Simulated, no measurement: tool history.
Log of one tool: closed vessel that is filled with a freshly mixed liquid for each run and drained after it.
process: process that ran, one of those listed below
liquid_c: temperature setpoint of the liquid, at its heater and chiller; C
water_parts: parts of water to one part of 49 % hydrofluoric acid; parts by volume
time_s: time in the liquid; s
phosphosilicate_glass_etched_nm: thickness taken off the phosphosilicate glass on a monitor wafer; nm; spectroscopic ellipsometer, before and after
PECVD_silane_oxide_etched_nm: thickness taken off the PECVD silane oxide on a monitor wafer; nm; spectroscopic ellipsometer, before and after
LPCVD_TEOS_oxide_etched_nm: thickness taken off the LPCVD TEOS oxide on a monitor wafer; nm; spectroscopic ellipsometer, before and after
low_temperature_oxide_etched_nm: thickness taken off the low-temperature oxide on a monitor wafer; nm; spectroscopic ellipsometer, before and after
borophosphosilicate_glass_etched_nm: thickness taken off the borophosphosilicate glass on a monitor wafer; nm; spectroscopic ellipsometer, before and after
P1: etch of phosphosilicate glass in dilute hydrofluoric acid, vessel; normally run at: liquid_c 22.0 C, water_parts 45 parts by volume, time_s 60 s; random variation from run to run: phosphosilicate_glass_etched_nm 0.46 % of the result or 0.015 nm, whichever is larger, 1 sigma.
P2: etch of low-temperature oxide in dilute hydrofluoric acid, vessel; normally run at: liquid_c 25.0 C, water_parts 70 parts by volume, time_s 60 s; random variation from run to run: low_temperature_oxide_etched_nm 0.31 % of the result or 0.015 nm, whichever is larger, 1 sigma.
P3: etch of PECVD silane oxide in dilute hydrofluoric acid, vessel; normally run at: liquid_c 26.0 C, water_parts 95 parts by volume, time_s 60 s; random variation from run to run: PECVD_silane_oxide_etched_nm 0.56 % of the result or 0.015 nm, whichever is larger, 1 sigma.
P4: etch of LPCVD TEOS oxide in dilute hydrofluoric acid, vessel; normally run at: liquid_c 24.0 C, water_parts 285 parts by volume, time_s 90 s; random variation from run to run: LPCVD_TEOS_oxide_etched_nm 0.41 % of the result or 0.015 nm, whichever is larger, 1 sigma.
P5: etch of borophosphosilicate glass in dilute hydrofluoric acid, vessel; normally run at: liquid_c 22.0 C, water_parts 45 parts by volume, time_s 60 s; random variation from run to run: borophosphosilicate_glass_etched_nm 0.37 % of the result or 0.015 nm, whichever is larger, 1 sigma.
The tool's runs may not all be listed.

| run | hour | process | liquid_c | water_parts | time_s | hours since the thermometer was replaced | hours since the hydrofluoric acid flow meter was replaced | phosphosilicate_glass_etched_nm | PECVD_silane_oxide_etched_nm | LPCVD_TEOS_oxide_etched_nm | low_temperature_oxide_etched_nm | borophosphosilicate_glass_etched_nm |
|---|---|---|---|---|---|---|---|---|---|---|---|---|
| 1 | 9.9 | P1 | 22.0 | 45 | 60 | 723.7 | 600.3 | 84.594 |  |  |  |  |
| 2 | 19.7 | P3 | 19.0 | 95 | 60 | 733.5 | 610.1 |  | 15.786 |  |  |  |
| 3 | 29.2 | P1 | 30.5 | 45 | 60 | 743.0 | 619.6 | 119.840 |  |  |  |  |
| 4 | 40.5 | P1 | 22.0 | 45 | 60 | 754.3 | 630.9 | 85.343 |  |  |  |  |
| 5 | 50.9 | P4 | 24.0 | 285 | 35 | 764.7 | 641.3 |  |  | 2.5052 |  |  |
| 6 | 61.5 | P1 | 22.0 | 45 | 60 | 775.3 | 651.9 | 84.886 |  |  |  |  |
| 7 | 67.6 | P2 | 25.0 | 70 | 60 | 781.4 | 658.0 |  |  |  | 19.4520 |  |
| 8 | 77.6 | P1 | 22.0 | 45 | 60 | 791.4 | 668.0 | 84.435 |  |  |  |  |
| 9 | 83.5 | P5 | 17.0 | 45 | 60 | 797.3 | 673.9 |  |  |  |  | 50.636 |
| 10 | 95.8 | P1 | 22.0 | 45 | 60 | 809.6 | 686.2 | 84.282 |  |  |  |  |
| 11 | 102.1 | P1 | 22.0 | 20 | 30 | 815.9 | 692.5 | 98.633 |  |  |  |  |
| 12 | 110.7 | P1 | 18.0 | 45 | 105 | 824.5 | 701.1 | 126.020 |  |  |  |  |
| 13 | 122.2 | P1 | 18.0 | 45 | 60 | 836.0 | 712.6 | 71.613 |  |  |  |  |
| 14 | 130.8 | P2 | 25.0 | 70 | 30 | 844.6 | 721.2 |  |  |  | 9.7862 |  |
| 15 | 139.7 | P1 | 22.0 | 45 | 95 | 853.5 | 730.1 | 133.360 |  |  |  |  |
| 16 | 150.1 | P4 | 24.0 | 500 | 90 | 863.9 | 740.5 |  |  | 2.9914 |  |  |
| 17 | 163.0 | P2 | 32.0 | 70 | 60 | 876.8 | 753.4 |  |  |  | 25.4990 |  |
| 18 | 172.9 | P5 | 22.0 | 45 | 30 | 886.7 | 763.3 |  |  |  |  | 31.071 |
| 19 | 179.9 | P1 | 22.0 | 45 | 60 | 893.7 | 770.3 | 85.712 |  |  |  |  |
| 20 | 192.2 | P5 | 22.0 | 45 | 60 | 906.0 | 782.6 |  |  |  |  | 62.285 |
| 21 | 202.3 | P1 | 22.0 | 45 | 60 | 916.1 | 792.7 | 84.783 |  |  |  |  |
| 22 | 208.5 | P4 | 24.0 | 285 | 90 | 922.3 | 798.9 |  |  | 6.3931 |  |  |
| 23 | 215.0 | P4 | 24.0 | 285 | 90 | 928.8 | 805.4 |  |  | 6.3209 |  |  |
| 24 | 225.9 | P5 | 22.0 | 70 | 60 | 939.7 | 816.3 |  |  |  |  | 38.881 |
| 25 | 235.5 | P1 | 22.0 | 75 | 60 | 949.3 | 825.9 | 49.186 |  |  |  |  |
| 26 | 244.7 | P4 | 20.0 | 285 | 90 | 958.5 | 835.1 |  |  | 5.4940 |  |  |
| 27 | 251.4 | P2 | 25.0 | 20 | 60 | 965.2 | 841.8 |  |  |  | 73.2030 |  |
| 28 | 262.0 | P1 | 22.0 | 25 | 60 | 975.8 | 852.4 | 156.690 |  |  |  |  |
| 29 | 268.3 | P3 | 26.0 | 45 | 60 | 982.1 | 858.7 |  | 47.193 |  |  |  |
| 30 | 279.2 | P3 | 26.0 | 95 | 100 | 993.0 | 869.6 |  | 34.797 |  |  |  |
| 31 | 288.6 | P1 | 22.0 | 45 | 30 | 1002.4 | 879.0 | 42.702 |  |  |  |  |
| 32 | 301.3 | P3 | 26.0 | 95 | 60 | 1015.1 | 891.7 |  | 20.946 |  |  |  |
| 33 | 309.3 | P2 | 25.0 | 70 | 60 | 1023.1 | 899.7 |  |  |  | 19.7110 |  |
| 34 | 319.7 | P1 | 22.0 | 45 | 60 | 1033.5 | 910.1 | 85.219 |  |  |  |  |
| 35 | 325.9 | P1 | 22.0 | 45 | 60 | 1039.7 | 916.3 | 82.442 |  |  |  |  |
| 36 | 332.2 | P1 | 22.0 | 45 | 60 | 1046.0 | 922.6 | 79.824 |  |  |  |  |
| 37 | 338.3 | P1 | 22.0 | 45 | 60 | 1052.1 | 928.7 | 79.614 |  |  |  |  |
| 38 | 346.9 | P1 | 22.0 | 45 | 60 | 1060.7 | 937.3 | 79.135 |  |  |  |  |
| 39 | 352.7 | P1 | 22.0 | 45 | 60 | 1066.5 | 943.1 | 79.132 |  |  |  |  |
| 40 | 363.1 | P1 | 22.0 | 45 | 60 | 1076.9 | 953.5 | 78.677 |  |  |  |  |
| 41 | 369.5 | P1 | 22.0 | 45 | 60 | 1083.3 | 959.9 | 78.668 |  |  |  |  |

What P1 gives has crept away from where it was. These 2 causes fit the log equally well, each at the size given:
A: hydrofluoric acid flow below the setpoint (%) = 7.38
B: liquid colder than its thermometer reads (K) = 1.92
The creep began at about hour 319.7.

4 check runs are offered, each on 3 wafers whose results are averaged, their results left as question marks. Which one tells the causes apart?
| check 1 | 375.9 | P5 | 22.0 | 65 | 30 |  |  |  |  |  |  | ? |
| check 2 | 375.9 | P3 | 19.5 | 95 | 95 |  |  |  | ? |  |  |  |
| check 3 | 375.9 | P2 | 25.0 | 50 | 60 |  |  |  |  |  | ? |  |
| check 4 | 375.9 | P4 | 24.0 | 475 | 50 |  |  |  |  | ? |  |  |

What each check would give under each cause:
| check | result | if A | if B |
|---|---|---|---|
| check 1 | borophosphosilicate_glass_etched_nm | 19.385 | 19.444 |
| check 2 | PECVD_silane_oxide_etched_nm | 23.414 | 23.529 |
| check 3 | low_temperature_oxide_etched_nm | 25.8990 | 25.9770 |
| check 4 | LPCVD_TEOS_oxide_etched_nm | 1.5982 | 1.6747 |
How far apart the two closest causes lie, in the result that separates them most: check 1 0.3 %; check 2 0.49 %; check 3 0.3 %; check 4 4.67 %
Check 4 tells the causes apart: in the others they would give nearly the same result.

Then check 4 was run and gave: LPCVD_TEOS_oxide_etched_nm 1.6662 nm. Which cause is it?

It is B: liquid colder than its thermometer reads (K).
